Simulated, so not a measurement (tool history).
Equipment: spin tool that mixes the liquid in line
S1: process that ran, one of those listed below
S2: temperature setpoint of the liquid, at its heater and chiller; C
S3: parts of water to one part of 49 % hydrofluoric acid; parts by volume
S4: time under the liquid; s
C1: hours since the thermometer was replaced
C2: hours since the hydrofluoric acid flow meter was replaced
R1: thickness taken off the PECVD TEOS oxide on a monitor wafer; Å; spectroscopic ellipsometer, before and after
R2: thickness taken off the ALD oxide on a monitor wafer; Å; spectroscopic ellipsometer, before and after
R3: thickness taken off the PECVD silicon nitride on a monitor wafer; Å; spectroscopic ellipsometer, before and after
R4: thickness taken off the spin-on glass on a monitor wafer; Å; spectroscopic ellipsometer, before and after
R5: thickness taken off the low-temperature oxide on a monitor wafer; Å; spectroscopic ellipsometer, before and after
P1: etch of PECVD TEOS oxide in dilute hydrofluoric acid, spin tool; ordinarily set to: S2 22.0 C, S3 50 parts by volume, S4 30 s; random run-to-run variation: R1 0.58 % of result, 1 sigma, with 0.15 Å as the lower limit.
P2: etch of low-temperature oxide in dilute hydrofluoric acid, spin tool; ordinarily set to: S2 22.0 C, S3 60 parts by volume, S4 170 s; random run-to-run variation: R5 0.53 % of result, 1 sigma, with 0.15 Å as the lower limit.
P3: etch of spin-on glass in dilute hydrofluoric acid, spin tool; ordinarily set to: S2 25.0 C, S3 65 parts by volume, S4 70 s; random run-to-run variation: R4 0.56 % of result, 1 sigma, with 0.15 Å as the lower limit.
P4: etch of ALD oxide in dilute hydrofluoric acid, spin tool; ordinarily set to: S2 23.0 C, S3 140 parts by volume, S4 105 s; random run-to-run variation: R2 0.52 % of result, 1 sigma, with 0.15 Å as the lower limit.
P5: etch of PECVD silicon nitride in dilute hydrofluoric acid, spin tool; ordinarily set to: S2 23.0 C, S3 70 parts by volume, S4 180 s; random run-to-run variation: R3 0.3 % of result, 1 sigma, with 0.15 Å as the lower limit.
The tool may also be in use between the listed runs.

| run | hour | S1 | S2 | S3 | S4 | C1 | C2 | R1 | R2 | R3 | R4 | R5 |
|---|---|---|---|---|---|---|---|---|---|---|---|---|
| 1 | 6.0 | P1 | 22.0 | 50 | 30 | 366.3 | 188.8 | 120.980 |  |  |  |  |
| 2 | 10.6 | P4 | 23.0 | 140 | 105 | 370.9 | 193.4 |  | 93.258 |  |  |  |
| 3 | 18.0 | P5 | 23.0 | 30 | 180 | 378.3 | 200.8 |  |  | 184.670 |  |  |
| 4 | 26.7 | P5 | 23.0 | 70 | 180 | 387.0 | 209.5 |  |  | 80.974 |  |  |
| 5 | 36.1 | P1 | 22.0 | 50 | 30 | 396.4 | 218.9 | 120.780 |  |  |  |  |
| 6 | 45.9 | P1 | 22.0 | 50 | 15 | 406.2 | 228.7 | 60.946 |  |  |  |  |
| 7 | 54.8 | P3 | 25.0 | 65 | 70 | 415.1 | 237.6 |  |  |  | 487.69 |  |
| 8 | 63.2 | P1 | 22.0 | 70 | 15 | 423.5 | 246.0 | 42.083 |  |  |  |  |
| 9 | 70.0 | P1 | 22.0 | 50 | 30 | 430.3 | 252.8 | 121.070 |  |  |  |  |
| 10 | 76.7 | P2 | 22.0 | 60 | 170 | 437.0 | 259.5 |  |  |  |  | 462.260 |
| 11 | 84.1 | P1 | 22.0 | 50 | 55 | 444.4 | 266.9 | 220.990 |  |  |  |  |
| 12 | 91.3 | P4 | 23.0 | 140 | 180 | 451.6 | 274.1 |  | 160.830 |  |  |  |
| 13 | 100.0 | P3 | 25.0 | 40 | 70 | 460.3 | 282.8 |  |  |  | 822.72 |  |
| 14 | 106.5 | P2 | 22.0 | 60 | 30 | 466.8 | 289.3 |  |  |  |  | 81.045 |
| 15 | 111.1 | P1 | 17.0 | 50 | 30 | 471.4 | 293.9 | 98.865 |  |  |  |  |
| 16 | 118.8 | P2 | 26.5 | 60 | 170 | 479.1 | 301.6 |  |  |  |  | 548.730 |
| 17 | 125.0 | P1 | 22.0 | 50 | 30 | 485.3 | 307.8 | 121.550 |  |  |  |  |
| 18 | 133.8 | P4 | 23.0 | 140 | 105 | 494.1 | 316.6 |  | 93.580 |  |  |  |
| 19 | 139.0 | P1 | 22.0 | 20 | 30 | 499.3 | 321.8 | 318.280 |  |  |  |  |
| 20 | 144.1 | P1 | 28.5 | 50 | 30 | 504.4 | 326.9 | 156.880 |  |  |  |  |
| 21 | 149.3 | P5 | 28.5 | 70 | 180 | 509.6 | 332.1 |  |  | 116.780 |  |  |
| 22 | 154.8 | P2 | 22.0 | 20 | 170 | 515.1 | 337.6 |  |  |  |  | 1450.400 |
| 23 | 161.1 | P2 | 22.0 | 60 | 170 | 521.4 | 343.9 |  |  |  |  | 462.290 |
| 24 | 167.0 | P3 | 25.0 | 65 | 15 | 527.3 | 349.8 |  |  |  | 104.74 |  |
| 25 | 174.0 | P4 | 18.5 | 140 | 105 | 534.3 | 356.8 |  | 77.184 |  |  |  |
| 26 | 181.0 | P5 | 23.0 | 70 | 300 | 541.3 | 363.8 |  |  | 134.870 |  |  |
| 27 | 188.0 | P4 | 23.0 | 235 | 105 | 548.3 | 370.8 |  | 50.368 |  |  |  |
| 28 | 195.8 | P1 | 22.0 | 85 | 30 | 556.1 | 378.6 | 68.438 |  |  |  |  |
| 29 | 203.9 | P3 | 32.5 | 65 | 70 | 564.2 | 386.7 |  |  |  | 655.00 |  |
| 30 | 209.3 | P1 | 22.0 | 50 | 30 | 569.6 | 392.1 | 120.950 |  |  |  |  |
| 31 | 215.3 | P1 | 22.0 | 50 | 30 | 575.6 | 398.1 | 123.130 |  |  |  |  |
| 32 | 224.0 | P1 | 22.0 | 50 | 30 | 584.3 | 406.8 | 126.890 |  |  |  |  |
| 33 | 228.5 | P1 | 22.0 | 50 | 30 | 588.8 | 411.3 | 126.510 |  |  |  |  |
| 34 | 236.6 | P1 | 22.0 | 50 | 30 | 596.9 | 419.4 | 127.710 |  |  |  |  |
| 35 | 244.4 | P1 | 22.0 | 50 | 30 | 604.7 | 427.2 | 127.580 |  |  |  |  |
| 36 | 252.9 | P1 | 22.0 | 50 | 30 | 613.2 | 435.7 | 130.170 |  |  |  |  |

Expected results for the next run?
| 37 | 263.0 | P1 | 22.0 | 50 | 30 | 623.3 | 445.8 | ? |  |  |  |  |

R1: 128.850 Å
